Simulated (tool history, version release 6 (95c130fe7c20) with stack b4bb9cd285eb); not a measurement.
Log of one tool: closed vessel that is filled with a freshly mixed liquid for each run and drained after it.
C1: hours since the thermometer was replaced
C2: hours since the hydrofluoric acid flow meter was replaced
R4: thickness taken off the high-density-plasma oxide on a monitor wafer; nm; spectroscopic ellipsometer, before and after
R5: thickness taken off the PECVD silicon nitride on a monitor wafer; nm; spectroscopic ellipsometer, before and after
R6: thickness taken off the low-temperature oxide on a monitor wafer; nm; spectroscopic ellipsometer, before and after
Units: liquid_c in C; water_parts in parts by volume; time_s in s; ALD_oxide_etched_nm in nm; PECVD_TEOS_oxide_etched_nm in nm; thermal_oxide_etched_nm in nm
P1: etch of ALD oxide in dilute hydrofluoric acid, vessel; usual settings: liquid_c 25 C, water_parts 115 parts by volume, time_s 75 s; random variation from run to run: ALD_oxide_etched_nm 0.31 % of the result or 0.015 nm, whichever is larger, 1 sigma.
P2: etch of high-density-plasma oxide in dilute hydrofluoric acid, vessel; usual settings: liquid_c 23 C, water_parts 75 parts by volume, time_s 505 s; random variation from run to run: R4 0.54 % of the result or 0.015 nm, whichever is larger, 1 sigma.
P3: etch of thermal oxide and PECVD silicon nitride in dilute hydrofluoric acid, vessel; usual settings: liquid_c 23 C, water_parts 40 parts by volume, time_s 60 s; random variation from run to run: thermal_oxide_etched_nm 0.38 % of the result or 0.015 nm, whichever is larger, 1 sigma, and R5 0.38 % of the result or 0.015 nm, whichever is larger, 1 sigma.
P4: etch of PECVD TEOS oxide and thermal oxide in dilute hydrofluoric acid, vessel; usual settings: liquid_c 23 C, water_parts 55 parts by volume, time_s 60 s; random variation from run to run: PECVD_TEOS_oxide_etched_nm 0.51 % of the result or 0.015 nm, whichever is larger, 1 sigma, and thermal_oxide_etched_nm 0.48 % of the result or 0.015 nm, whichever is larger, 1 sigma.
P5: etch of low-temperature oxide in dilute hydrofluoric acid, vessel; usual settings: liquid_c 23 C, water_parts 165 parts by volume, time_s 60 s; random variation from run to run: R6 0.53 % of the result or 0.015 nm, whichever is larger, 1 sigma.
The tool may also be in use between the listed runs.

Run 1, hour 2.6: process P1, liquid_c 25 C, water_parts 115 parts by volume, time_s 75 s; C1 1178.7; C2 297.4. Result: ALD_oxide_etched_nm 7.6668 nm.
Run 2, hour 7.5: process P4, liquid_c 23 C, water_parts 35 parts by volume, time_s 60 s; C1 1183.6; C2 302.3. Result: PECVD_TEOS_oxide_etched_nm 34.221 nm, thermal_oxide_etched_nm 8.1196 nm.
Run 3, hour 12.6: process P1, liquid_c 19 C, water_parts 115 parts by volume, time_s 75 s; C1 1188.7; C2 307.4. Result: ALD_oxide_etched_nm 6.0474 nm.
Run 4, hour 17.3: process P1, liquid_c 31.5 C, water_parts 115 parts by volume, time_s 75 s; C1 1193.4; C2 312.1. Result: ALD_oxide_etched_nm 9.8149 nm.
Run 5, hour 20.9: process P2, liquid_c 23 C, water_parts 135 parts by volume, time_s 505 s; C1 1197; C2 315.7. Result: R4 17.238 nm.
Run 6, hour 23.3: process P1, liquid_c 25 C, water_parts 115 parts by volume, time_s 75 s; C1 1199.4; C2 318.1. Result: ALD_oxide_etched_nm 7.6592 nm.
Run 7, hour 27.5: process P3, liquid_c 23 C, water_parts 55 parts by volume, time_s 60 s; C1 1203.6; C2 322.3. Result: thermal_oxide_etched_nm 5.597 nm, R5 4.1918 nm.
Run 8, hour 31.2: process P5, liquid_c 23 C, water_parts 165 parts by volume, time_s 60 s; C1 1207.3; C2 326. Result: R6 11.184 nm.
Run 9, hour 35: process P1, liquid_c 25 C, water_parts 115 parts by volume, time_s 75 s; C1 1211.1; C2 329.8. Result: ALD_oxide_etched_nm 7.6383 nm.
Run 10, hour 37.6: process P2, liquid_c 23 C, water_parts 75 parts by volume, time_s 505 s; C1 1213.7; C2 332.4. Result: R4 33.274 nm.
Run 11, hour 42: process P3, liquid_c 17 C, water_parts 40 parts by volume, time_s 60 s; C1 1218.1; C2 336.8. Result: thermal_oxide_etched_nm 6.0318 nm, R5 3.7641 nm.
Run 12, hour 44.6: process P5, liquid_c 23 C, water_parts 165 parts by volume, time_s 120 s; C1 1220.7; C2 339.4. Result: R6 22.43 nm.
Run 13, hour 48.7: process P2, liquid_c 23 C, water_parts 75 parts by volume, time_s 505 s; C1 1224.8; C2 343.5. Result: R4 33.052 nm.
Run 14, hour 51.3: process P4, liquid_c 23 C, water_parts 55 parts by volume, time_s 60 s; C1 1227.4; C2 346.1. Result: PECVD_TEOS_oxide_etched_nm 21.334 nm, thermal_oxide_etched_nm 5.0666 nm.
Run 15, hour 54.6: process P1, liquid_c 25 C, water_parts 210 parts by volume, time_s 75 s; C1 1230.7; C2 349.4. Result: ALD_oxide_etched_nm 3.7799 nm.
Run 16, hour 58.1: process P2, liquid_c 23 C, water_parts 75 parts by volume, time_s 55 s; C1 1234.2; C2 352.9. Result: R4 3.6208 nm.
Run 17, hour 61.6: process P4, liquid_c 23 C, water_parts 55 parts by volume, time_s 30 s; C1 1237.7; C2 356.4. Result: PECVD_TEOS_oxide_etched_nm 10.585 nm, thermal_oxide_etched_nm 2.5326 nm.
Run 18, hour 65.6: process P5, liquid_c 23 C, water_parts 230 parts by volume, time_s 60 s; C1 1241.7; C2 360.4. Result: R6 7.5377 nm.
Run 19, hour 68.8: process P1, liquid_c 25 C, water_parts 45 parts by volume, time_s 110 s; C1 1244.9; C2 363.6. Result: ALD_oxide_etched_nm 31.601 nm.
Run 20, hour 72.7: process P4, liquid_c 23 C, water_parts 55 parts by volume, time_s 60 s; C1 1248.8; C2 367.5. Result: PECVD_TEOS_oxide_etched_nm 21.335 nm, thermal_oxide_etched_nm 5.0665 nm.
Run 21, hour 75.5: process P3, liquid_c 23 C, water_parts 40 parts by volume, time_s 100 s; C1 1251.6; C2 370.3. Result: thermal_oxide_etched_nm 13.117 nm, R5 9.649 nm.
Run 22, hour 78.5: process P2, liquid_c 17 C, water_parts 75 parts by volume, time_s 505 s; C1 1254.6; C2 373.3. Result: R4 25.823 nm.
Run 23, hour 83.6: process P1, liquid_c 25 C, water_parts 35 parts by volume, time_s 75 s; C1 1259.7; C2 378.4. Result: ALD_oxide_etched_nm 28.026 nm.

Forecast run 24:
Run 24, hour 87.5: process P1, liquid_c 17.5 C, water_parts 60 parts by volume, time_s 75 s; C1 1263.6; C2 382.3. Result: ALD_oxide_etched_nm ?.

{"run 24": {"ALD_oxide_etched_nm": 11.56}}

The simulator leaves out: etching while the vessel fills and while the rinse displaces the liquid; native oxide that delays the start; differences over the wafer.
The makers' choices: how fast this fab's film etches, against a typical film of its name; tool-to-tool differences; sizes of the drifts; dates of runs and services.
